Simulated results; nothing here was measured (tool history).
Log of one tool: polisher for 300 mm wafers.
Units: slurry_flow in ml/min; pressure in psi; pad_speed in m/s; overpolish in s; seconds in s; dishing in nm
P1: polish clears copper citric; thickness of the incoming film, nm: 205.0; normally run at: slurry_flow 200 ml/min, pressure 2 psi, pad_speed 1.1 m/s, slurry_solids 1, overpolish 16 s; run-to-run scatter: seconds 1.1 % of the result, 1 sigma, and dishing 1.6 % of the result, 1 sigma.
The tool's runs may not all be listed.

run	hour	slurry_flow	pressure	pad_speed	slurry_solids	overpolish	wafers polished on this pad	hours since the slurry nozzle was cleaned	hours since the head pressure was calibrated	hours since the slurry blender was calibrated	seconds	dishing
1	6.6	200	2	1.1	1	16	1149	49	500.7	66.5	123.19	14.832
2	16.4	200	2	1.1	1.3	30	1233	58.8	510.5	76.3	115.11	21.261
3	26.9	200	2	0.5	1	16	1324	69.3	521	86.8	255.92	8.4629
4	38.2	200	2	1.1	1	16	1422	80.6	532.3	98.1	122.15	15.32
5	45.6	200	2	1.66	1	16	1486	88	539.7	105.5	79.864	18.798
6	52.3	200	3.1	1.1	1	16	1543	94.7	546.4	112.2	77.766	19.456
7	63.6	270	2	1.1	1	16	1641	106	557.7	123.5	116.81	14.952
8	73.1	200	2	1.1	1	16	1723	115.5	567.2	133	120.42	14.912
9	82.7	200	2	1.1	1	16	1806	125.1	576.8	142.6	121.58	15.301
10	90.6	200	2	1.1	0.5	16	1874	133	584.7	150.5	137.47	13.597
11	98	200	2	1.1	1	16	1938	140.4	592.1	157.9	118.95	14.89
12	106.3	200	2	1.1	1	7	2010	148.7	600.4	166.2	121.6	7.9759
13	117.1	200	1.2	1.1	1	16	2103	159.5	611.2	177	197.58	10.318
14	126.2	200	2	1.1	1	30	2182	168.6	620.3	186.1	120.97	21.227
15	133.3	200	2	1.1	1.4	16	2243	175.7	627.4	193.2	111.43	16.044
16	146.2	120	2	1.1	1	16	2355	188.6	640.3	206.1	130.15	14.19
17	158.7	200	2	1.1	1	16	2462	201.1	652.8	218.6	122.34	14.955
18	167.2	200	2	1.1	1	16	2536	209.6	661.3	227.1	116.73	15.026
19	180	200	2	1.1	1	16	2646	222.4	674.1	239.9	124.02	14.964
20	191	200	2	1.1	1	16	2742	233.4	685.1	250.9	123.05	14.479
21	200.9	200	2	1.1	1	16	2827	243.3	695	260.8	126.2	14.662
# hour 206.5: worn pad replaced by a new one
22	211.6	200	2	1.1	1	16	44	254	705.7	271.5	131.01	14.123
23	222.4	200	2	1.1	1	16	137	264.8	716.5	282.3	130.4	14.574

Forecast run 24:
# hour 228.5: head pressure recalibrated
24	231.5	200	2	1.1	1	16	216	273.9	3.1	291.4	?	?

seconds: 128.8 s
dishing: 13.998 nm
